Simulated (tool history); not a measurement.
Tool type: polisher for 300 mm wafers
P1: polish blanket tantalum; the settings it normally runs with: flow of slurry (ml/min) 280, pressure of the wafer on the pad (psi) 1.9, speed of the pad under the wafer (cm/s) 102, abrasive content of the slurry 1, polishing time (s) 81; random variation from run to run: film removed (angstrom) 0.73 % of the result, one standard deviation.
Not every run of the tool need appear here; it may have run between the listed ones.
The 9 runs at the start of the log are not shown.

run	hour	flow of slurry (ml/min)	pressure of the wafer on the pad (psi)	speed of the pad under the wafer (cm/s)	abrasive content of the slurry	polishing time (s)	film removed (angstrom)
10	54.8	280	1.9	102	1	112	1832.1
11	62	280	1.9	102	1	81	1328.8
12	66.4	280	1.9	148	1	81	1911.3
13	71.5	280	1.9	102	0.6	81	1118.9
14	76.2	170	1.9	102	1	81	1249.4
15	82.4	280	1.9	102	1	81	1329.5
16	86.2	280	1.9	102	1	81	1324
17	90.8	280	1.9	102	1	81	1332.3
18	97.7	280	1.9	102	1.5	81	1456.8
19	103.8	445	1.9	102	1	81	1381.6
20	108.2	280	1.9	102	1	81	1318.3
21	115.3	280	1.9	102	1	81	1301.6
22	121.7	280	1.9	102	1	81	1271.9
23	125.8	280	1.9	102	1	81	1248.7
24	133.8	280	1.9	102	1	81	1233.6

What will run 25 give?
25	141.7	280	1.9	102	1	81	?

Run 25 produced film removed (angstrom) 1222.5.
